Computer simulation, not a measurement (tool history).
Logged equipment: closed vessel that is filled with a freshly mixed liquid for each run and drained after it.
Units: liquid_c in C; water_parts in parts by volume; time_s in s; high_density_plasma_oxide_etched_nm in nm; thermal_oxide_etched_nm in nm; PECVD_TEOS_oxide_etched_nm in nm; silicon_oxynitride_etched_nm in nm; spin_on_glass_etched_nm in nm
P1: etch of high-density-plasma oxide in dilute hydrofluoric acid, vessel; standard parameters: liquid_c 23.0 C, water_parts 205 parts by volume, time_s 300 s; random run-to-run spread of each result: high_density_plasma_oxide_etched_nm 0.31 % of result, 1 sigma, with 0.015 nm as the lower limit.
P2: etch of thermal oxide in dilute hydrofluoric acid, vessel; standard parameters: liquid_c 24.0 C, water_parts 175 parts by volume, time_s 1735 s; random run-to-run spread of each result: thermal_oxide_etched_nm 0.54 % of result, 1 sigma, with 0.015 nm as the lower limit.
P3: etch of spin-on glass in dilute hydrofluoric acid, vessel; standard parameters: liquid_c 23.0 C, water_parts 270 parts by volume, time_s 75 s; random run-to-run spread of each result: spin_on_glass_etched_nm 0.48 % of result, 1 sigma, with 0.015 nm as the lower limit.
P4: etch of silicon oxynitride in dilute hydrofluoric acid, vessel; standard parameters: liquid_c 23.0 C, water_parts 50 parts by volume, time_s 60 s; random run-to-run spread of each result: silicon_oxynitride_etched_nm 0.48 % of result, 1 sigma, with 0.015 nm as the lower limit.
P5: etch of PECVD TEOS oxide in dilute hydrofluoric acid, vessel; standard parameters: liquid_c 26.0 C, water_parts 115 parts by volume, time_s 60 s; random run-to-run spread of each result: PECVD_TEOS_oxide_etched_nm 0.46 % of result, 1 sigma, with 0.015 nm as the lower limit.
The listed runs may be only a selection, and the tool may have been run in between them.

| run | hour | process | liquid_c | water_parts | time_s | hours since the thermometer was replaced | hours since the hydrofluoric acid flow meter was replaced | high_density_plasma_oxide_etched_nm | thermal_oxide_etched_nm | PECVD_TEOS_oxide_etched_nm | silicon_oxynitride_etched_nm | spin_on_glass_etched_nm |
|---|---|---|---|---|---|---|---|---|---|---|---|---|
| 1 | 10.0 | P1 | 23.0 | 205 | 300 | 388.0 | 1635.5 | 7.94370 |  |  |  |  |
| 2 | 18.0 | P2 | 19.0 | 175 | 1735 | 396.0 | 1643.5 |  | 35.516 |  |  |  |
| 3 | 25.3 | P5 | 34.0 | 115 | 60 | 403.3 | 1650.8 |  |  | 17.6130 |  |  |
| 4 | 30.4 | P4 | 28.0 | 50 | 60 | 408.4 | 1655.9 |  |  |  | 5.9937 |  |
| 5 | 38.5 | P4 | 23.0 | 50 | 105 | 416.5 | 1664.0 |  |  |  | 8.3307 |  |
| 6 | 45.6 | P1 | 17.0 | 205 | 300 | 423.6 | 1671.1 | 6.31740 |  |  |  |  |
| 7 | 52.2 | P1 | 23.0 | 205 | 520 | 430.2 | 1677.7 | 13.72900 |  |  |  |  |
| 8 | 63.6 | P4 | 23.0 | 50 | 60 | 441.6 | 1689.1 |  |  |  | 4.7416 |  |
| 9 | 70.6 | P5 | 26.0 | 160 | 60 | 448.6 | 1696.1 |  |  | 8.9757 |  |  |
| 10 | 80.0 | P1 | 27.0 | 205 | 300 | 458.0 | 1705.5 | 9.17160 |  |  |  |  |
| 11 | 91.6 | P1 | 23.0 | 205 | 30 | 469.6 | 1717.1 | 0.80349 |  |  |  |  |
| 12 | 101.4 | P1 | 17.0 | 205 | 560 | 479.4 | 1726.9 | 11.75400 |  |  |  |  |
| 13 | 112.3 | P2 | 24.0 | 175 | 2600 | 490.3 | 1737.8 |  | 63.806 |  |  |  |
| 14 | 122.7 | P3 | 23.0 | 270 | 130 | 500.7 | 1748.2 |  |  |  |  | 12.957 |
| 15 | 132.9 | P1 | 17.0 | 205 | 50 | 510.9 | 1758.4 | 1.06440 |  |  |  |  |
| 16 | 144.2 | P1 | 23.0 | 205 | 300 | 522.2 | 1769.7 | 7.98170 |  |  |  |  |
| 17 | 155.2 | P5 | 26.0 | 115 | 60 | 533.2 | 1780.7 |  |  | 13.1060 |  |  |
| 18 | 162.7 | P1 | 23.0 | 205 | 300 | 540.7 | 1788.2 | 7.98160 |  |  |  |  |
| 19 | 173.1 | P4 | 23.0 | 75 | 60 | 551.1 | 1798.6 |  |  |  | 3.1224 |  |
| 20 | 180.0 | P1 | 23.0 | 205 | 300 | 558.0 | 1805.5 | 7.92280 |  |  |  |  |
| 21 | 185.1 | P1 | 23.0 | 205 | 300 | 563.1 | 1810.6 | 7.94970 |  |  |  |  |
| 22 | 194.2 | P3 | 23.0 | 270 | 75 | 572.2 | 1819.7 |  |  |  |  | 7.513 |
| 23 | 205.0 | P1 | 27.5 | 205 | 430 | 583.0 | 1830.5 | 13.32300 |  |  |  |  |
| 24 | 210.1 | P1 | 23.0 | 360 | 300 | 588.1 | 1835.6 | 3.86380 |  |  |  |  |
|  | 218.9 | thermometer replaced |
| 25 | 219.9 | P2 | 24.0 | 175 | 1735 | 1.0 | 1845.4 |  | 42.589 |  |  |  |
| 26 | 225.1 | P5 | 26.0 | 115 | 105 | 6.2 | 1850.6 |  |  | 23.1940 |  |  |
| 27 | 236.1 | P3 | 27.0 | 270 | 75 | 17.2 | 1861.6 |  |  |  |  | 8.635 |
| 28 | 242.8 | P2 | 24.0 | 55 | 1735 | 23.9 | 1868.3 |  | 157.110 |  |  |  |
| 29 | 251.2 | P1 | 23.0 | 205 | 300 | 32.3 | 1876.7 | 7.96180 |  |  |  |  |
| 30 | 259.7 | P4 | 23.0 | 50 | 60 | 40.8 | 1885.2 |  |  |  | 4.6612 |  |
| 31 | 269.3 | P3 | 23.0 | 135 | 75 | 50.4 | 1894.8 |  |  |  |  | 17.070 |
| 32 | 276.3 | P1 | 23.0 | 105 | 300 | 57.4 | 1901.8 | 17.28300 |  |  |  |  |
| 33 | 282.2 | P2 | 24.0 | 175 | 1735 | 63.3 | 1907.7 |  | 42.668 |  |  |  |
| 34 | 288.7 | P1 | 23.0 | 205 | 300 | 69.8 | 1914.2 | 7.89990 |  |  |  |  |
| 35 | 299.6 | P1 | 23.0 | 205 | 300 | 80.7 | 1925.1 | 7.71190 |  |  |  |  |
| 36 | 304.7 | P1 | 23.0 | 205 | 300 | 85.8 | 1930.2 | 7.66480 |  |  |  |  |
| 37 | 310.1 | P1 | 23.0 | 205 | 300 | 91.2 | 1935.6 | 7.57350 |  |  |  |  |
| 38 | 316.9 | P1 | 23.0 | 205 | 300 | 98.0 | 1942.4 | 7.56460 |  |  |  |  |
| 39 | 322.8 | P1 | 23.0 | 205 | 300 | 103.9 | 1948.3 | 7.48210 |  |  |  |  |
| 40 | 333.0 | P1 | 23.0 | 205 | 300 | 114.1 | 1958.5 | 7.47420 |  |  |  |  |
| 41 | 344.4 | P1 | 23.0 | 205 | 300 | 125.5 | 1969.9 | 7.43400 |  |  |  |  |
| 42 | 352.8 | P1 | 23.0 | 205 | 300 | 133.9 | 1978.3 | 7.40220 |  |  |  |  |
| 43 | 363.4 | P1 | 23.0 | 205 | 300 | 144.5 | 1988.9 | 7.38690 |  |  |  |  |
| 44 | 370.5 | P1 | 23.0 | 205 | 300 | 151.6 | 1996.0 | 7.36130 |  |  |  |  |

P1 no longer gives what it gave before; its output has crept away from where it was. The following 2 causes, each at its listed size, fit the log equally well:
A: hydrofluoric acid flow below the setpoint (%) = 5.85
B: liquid colder than its thermometer reads (K) = 1.96
The onset of the drift is placed at about hour 288.7.

Which of the 4 check runs listed below, each an average over 2 wafers with its results shown as question marks, gives clearly different results under the different listed causes?
| check 1 | 377.6 | P4 | 23.0 | 50 | 60 |  |  |  |  |  | ? |  |
| check 2 | 377.6 | P2 | 24.0 | 175 | 1735 |  |  |  | ? |  |  |  |
| check 3 | 377.6 | P3 | 23.0 | 270 | 75 |  |  |  |  |  |  | ? |
| check 4 | 377.6 | P5 | 26.0 | 115 | 60 |  |  |  |  | ? |  |  |

What each check would give under each cause:
| check | result | if A | if B |
|---|---|---|---|
| check 1 | silicon_oxynitride_etched_nm | 4.4398 | 4.2901 |
| check 2 | thermal_oxide_etched_nm | 39.749 | 39.661 |
| check 3 | spin_on_glass_etched_nm | 6.9203 | 6.9592 |
| check 4 | PECVD_TEOS_oxide_etched_nm | 12.2740 | 12.1900 |
Gap, in per cent, between the two causes that each check separates least, read from the result that separates them most: check 1 3.43 %; check 2 0.22 %; check 3 0.56 %; check 4 0.68 %
Only check 1 tells the causes apart: in the others they would give nearly the same result.

The results of check 1 are: silicon_oxynitride_etched_nm 4.4289 nm. Based on these, which of the listed causes is it?

The cause is A: hydrofluoric acid flow below the setpoint (%).

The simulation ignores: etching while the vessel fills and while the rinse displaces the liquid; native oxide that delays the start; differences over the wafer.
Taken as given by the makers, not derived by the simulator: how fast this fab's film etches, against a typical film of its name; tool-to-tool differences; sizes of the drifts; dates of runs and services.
